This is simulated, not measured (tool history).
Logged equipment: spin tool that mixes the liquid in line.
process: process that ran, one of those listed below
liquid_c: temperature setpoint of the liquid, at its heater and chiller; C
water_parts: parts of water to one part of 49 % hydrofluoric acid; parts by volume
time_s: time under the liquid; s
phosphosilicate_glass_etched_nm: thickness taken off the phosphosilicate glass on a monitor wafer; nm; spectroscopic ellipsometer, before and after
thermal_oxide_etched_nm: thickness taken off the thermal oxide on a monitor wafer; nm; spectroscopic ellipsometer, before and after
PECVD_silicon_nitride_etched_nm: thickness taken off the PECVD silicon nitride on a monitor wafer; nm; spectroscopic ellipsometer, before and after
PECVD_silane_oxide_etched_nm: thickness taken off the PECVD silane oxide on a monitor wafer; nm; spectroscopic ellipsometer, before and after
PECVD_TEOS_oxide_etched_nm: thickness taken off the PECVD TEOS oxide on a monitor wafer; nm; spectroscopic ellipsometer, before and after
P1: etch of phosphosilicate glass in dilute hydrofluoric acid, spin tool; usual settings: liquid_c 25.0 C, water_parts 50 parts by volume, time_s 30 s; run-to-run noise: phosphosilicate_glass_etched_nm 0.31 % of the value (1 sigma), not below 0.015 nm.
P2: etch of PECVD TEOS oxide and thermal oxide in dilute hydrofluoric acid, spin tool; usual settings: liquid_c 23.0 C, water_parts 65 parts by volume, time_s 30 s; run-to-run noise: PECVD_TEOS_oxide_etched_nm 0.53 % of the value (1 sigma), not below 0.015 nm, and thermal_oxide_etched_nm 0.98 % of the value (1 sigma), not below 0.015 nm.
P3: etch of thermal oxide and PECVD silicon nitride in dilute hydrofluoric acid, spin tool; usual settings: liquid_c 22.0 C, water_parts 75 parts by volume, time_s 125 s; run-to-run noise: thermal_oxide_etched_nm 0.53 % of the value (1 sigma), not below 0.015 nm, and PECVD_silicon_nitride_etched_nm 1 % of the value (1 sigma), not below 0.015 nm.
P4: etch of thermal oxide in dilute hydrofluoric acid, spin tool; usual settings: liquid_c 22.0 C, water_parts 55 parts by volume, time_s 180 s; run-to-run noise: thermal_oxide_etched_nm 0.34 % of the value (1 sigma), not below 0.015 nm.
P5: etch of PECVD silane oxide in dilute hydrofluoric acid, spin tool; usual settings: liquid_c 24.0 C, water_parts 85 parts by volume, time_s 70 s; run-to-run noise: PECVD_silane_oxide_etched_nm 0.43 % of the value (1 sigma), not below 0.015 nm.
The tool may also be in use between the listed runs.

run,hour,process,liquid_c,water_parts,time_s,hours since the thermometer was replaced,hours since the hydrofluoric acid flow meter was replaced,phosphosilicate_glass_etched_nm,thermal_oxide_etched_nm,PECVD_silicon_nitride_etched_nm,PECVD_silane_oxide_etched_nm,PECVD_TEOS_oxide_etched_nm
1,4.4,P1,25.0,50,30,636.2,1209.2,75.397,,,,
2,7.8,P1,19.0,20,30,639.6,1212.6,152.860,,,,
3,12.1,P3,17.0,75,125,643.9,1216.9,,5.8945,1.7142,,
4,14.2,P3,22.0,75,70,646.0,1219.0,,4.1139,1.3429,,
5,18.8,P1,25.0,50,30,650.6,1223.6,75.312,,,,
6,23.1,P1,29.5,50,30,654.9,1227.9,90.704,,,,
7,27.7,P1,25.0,75,30,659.5,1232.5,49.052,,,,
8,32.1,P5,18.0,85,70,663.9,1236.9,,,,11.466,
9,35.3,P1,25.0,50,30,667.1,1240.1,75.715,,,,
# hour 35.7: hydrofluoric acid flow meter replaced
10,40.0,P5,24.0,85,115,671.8,4.4,,,,24.193,
11,43.4,P2,17.0,65,30,675.2,7.8,,1.6446,,,7.2895
12,47.0,P5,24.0,50,70,678.8,11.4,,,,26.324,
13,51.1,P3,22.0,120,125,682.9,15.5,,4.3460,1.5092,,
14,54.4,P1,25.0,50,30,686.2,18.8,75.371,,,,
15,58.4,P2,23.0,65,30,690.2,22.8,,2.1285,,,9.3811
16,61.4,P4,22.0,55,15,693.2,25.8,,1.2625,,,
17,64.8,P1,25.0,50,30,696.6,29.2,75.614,,,,
18,67.0,P2,23.0,65,30,698.8,31.4,,2.1424,,,9.3757
19,71.5,P1,25.0,50,15,703.3,35.9,37.838,,,,
20,73.6,P1,20.5,50,30,705.4,38.0,62.901,,,,
21,75.8,P1,25.0,50,60,707.6,40.2,151.430,,,,
22,80.5,P2,23.0,65,65,712.3,44.9,,4.6573,,,20.1330
23,85.2,P4,17.5,55,180,717.0,49.6,,12.2740,,,
24,89.9,P4,22.0,55,180,721.7,54.3,,14.9070,,,
25,93.9,P1,25.0,50,30,725.7,58.3,76.168,,,,
26,96.3,P5,24.0,85,70,728.1,60.7,,,,14.762,
27,98.6,P2,23.0,20,30,730.4,63.0,,7.2680,,,32.4750
28,101.8,P1,25.0,20,30,733.6,66.2,197.270,,,,
29,105.3,P4,22.0,90,180,737.1,69.7,,8.7515,,,
30,109.1,P1,17.0,50,50,740.9,73.5,89.832,,,,
31,112.6,P3,22.0,75,125,744.4,77.0,,7.3397,2.3931,,
32,115.1,P1,25.0,50,30,746.9,79.5,75.730,,,,
33,119.4,P1,25.0,50,30,751.2,83.8,75.847,,,,
34,123.7,P1,25.0,50,30,755.5,88.1,78.387,,,,
35,126.3,P1,25.0,50,30,758.1,90.7,79.542,,,,
36,130.2,P1,25.0,50,30,762.0,94.6,80.407,,,,
37,132.2,P1,25.0,50,30,764.0,96.6,80.881,,,,
38,136.4,P1,25.0,50,30,768.2,100.8,81.286,,,,
39,138.9,P1,25.0,50,30,770.7,103.3,81.098,,,,
40,142.7,P1,25.0,50,30,774.5,107.1,81.221,,,,

P1 has crept away from where it was. The log is fitted equally well by each of these 2 causes, at the sizes shown:
A: liquid hotter than its thermometer reads (K) = 1.78
B: hydrofluoric acid flow above the setpoint (%) = 6.99
Creep in the process output first set in at about hour 119.4.

4 check runs are offered, each on 3 wafers whose results are averaged, their results left as question marks. Which one tells the causes apart?
check 1,146.5,P2,23.0,65,30,,,,?,,,?
check 2,146.5,P4,22.0,55,180,,,,?,,,
check 3,146.5,P5,24.0,85,70,,,,,,?,
check 4,146.5,P3,22.0,75,125,,,,?,?,,

How each check would come out, cause by cause:
check,result,if A,if B
check 1,thermal_oxide_etched_nm,2.2722,2.2735
check 1,PECVD_TEOS_oxide_etched_nm,10.0660,10.0710
check 2,thermal_oxide_etched_nm,16.0440,16.0180
check 3,PECVD_silane_oxide_etched_nm,15.799,15.858
check 4,thermal_oxide_etched_nm,7.8900,7.8982
check 4,PECVD_silicon_nitride_etched_nm,2.7232,2.5814
How far apart the two closest causes lie, in the result that separates them most: check 1 0.06 %; check 2 0.16 %; check 3 0.38 %; check 4 5.35 %
Of the check runs offered, only check 4 discriminates between the causes; the rest would read about the same regardless of which cause applies.

Check 4 was then run and gave: thermal_oxide_etched_nm 7.8756 nm; PECVD_silicon_nitride_etched_nm 2.5861 nm. Which cause is it?

B is the cause: hydrofluoric acid flow above the setpoint (%).

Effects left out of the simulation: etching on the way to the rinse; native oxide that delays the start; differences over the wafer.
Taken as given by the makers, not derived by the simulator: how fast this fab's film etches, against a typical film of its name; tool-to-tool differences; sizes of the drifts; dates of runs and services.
